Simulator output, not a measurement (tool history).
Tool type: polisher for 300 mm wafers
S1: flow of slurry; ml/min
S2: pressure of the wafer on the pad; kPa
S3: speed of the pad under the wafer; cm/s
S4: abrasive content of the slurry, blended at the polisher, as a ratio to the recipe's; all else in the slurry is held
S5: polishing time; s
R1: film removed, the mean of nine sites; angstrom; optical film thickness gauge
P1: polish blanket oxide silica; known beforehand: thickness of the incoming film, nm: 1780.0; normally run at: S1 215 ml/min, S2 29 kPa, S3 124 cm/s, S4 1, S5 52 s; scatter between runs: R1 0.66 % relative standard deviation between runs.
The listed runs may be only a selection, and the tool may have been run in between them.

{"run": 1, "hour": 6.5, "S1": 215, "S2": 29, "S3": 124, "S4": 1, "S5": 52, "R1": 2145.1}
{"run": 2, "hour": 13.3, "S1": 215, "S2": 29, "S3": 176, "S4": 1, "S5": 52, "R1": 2832.4}
{"run": 3, "hour": 22.5, "S1": 215, "S2": 29, "S3": 124, "S4": 1, "S5": 52, "R1": 2145.5}
{"run": 4, "hour": 31.1, "S1": 215, "S2": 29, "S3": 124, "S4": 1, "S5": 52, "R1": 2122.3}
{"run": 5, "hour": 38.0, "S1": 215, "S2": 29, "S3": 124, "S4": 1.45, "S5": 52, "R1": 2524}
{"run": 6, "hour": 44.2, "S1": 295, "S2": 29, "S3": 124, "S4": 1.25, "S5": 52, "R1": 2473}
{"run": 7, "hour": 52.9, "S1": 215, "S2": 29, "S3": 124, "S4": 0.8, "S5": 52, "R1": 1921}
{"run": 8, "hour": 60.3, "S1": 215, "S2": 37.9, "S3": 124, "S4": 1, "S5": 52, "R1": 2786.5}
{"run": 9, "hour": 66.5, "S1": 215, "S2": 29, "S3": 124, "S4": 1, "S5": 52, "R1": 2140.5}
{"run": 10, "hour": 74.4, "S1": 320, "S2": 29, "S3": 58, "S4": 1, "S5": 52, "R1": 1222.4}
{"run": 11, "hour": 79.4, "S1": 130, "S2": 29, "S3": 124, "S4": 1, "S5": 52, "R1": 2003.2}
{"run": 12, "hour": 86.9, "S1": 215, "S2": 29, "S3": 124, "S4": 1, "S5": 77, "R1": 3178.4}
{"run": 13, "hour": 94.0, "S1": 215, "S2": 29, "S3": 124, "S4": 1, "S5": 52, "R1": 2157.6}
{"run": 14, "hour": 101.2, "S1": 320, "S2": 29, "S3": 124, "S4": 1, "S5": 52, "R1": 2226.4}
{"hour": 108.7, "done": "slurry nozzle cleaned"}
{"run": 15, "hour": 109.9, "S1": 215, "S2": 13.8, "S3": 124, "S4": 1, "S5": 52, "R1": 1024.9}
{"run": 16, "hour": 114.9, "S1": 215, "S2": 29, "S3": 58, "S4": 1, "S5": 52, "R1": 1165.7}
{"run": 17, "hour": 119.2, "S1": 215, "S2": 29, "S3": 124, "S4": 1, "S5": 23, "R1": 958.29}
{"run": 18, "hour": 124.1, "S1": 215, "S2": 29, "S3": 124, "S4": 1, "S5": 52, "R1": 2160.8}
{"run": 19, "hour": 129.7, "S1": 215, "S2": 29, "S3": 124, "S4": 1, "S5": 52, "R1": 2057.5}
{"run": 20, "hour": 134.7, "S1": 215, "S2": 29, "S3": 124, "S4": 1, "S5": 52, "R1": 1997.3}
{"run": 21, "hour": 140.8, "S1": 215, "S2": 29, "S3": 124, "S4": 1, "S5": 52, "R1": 1974.3}

Forecast run 22:
{"run": 22, "hour": 148.3, "S1": 215, "S2": 29, "S3": 124, "S4": 1, "S5": 52, "R1": "?"}

Run 22 produced R1 1948.5 angstrom.
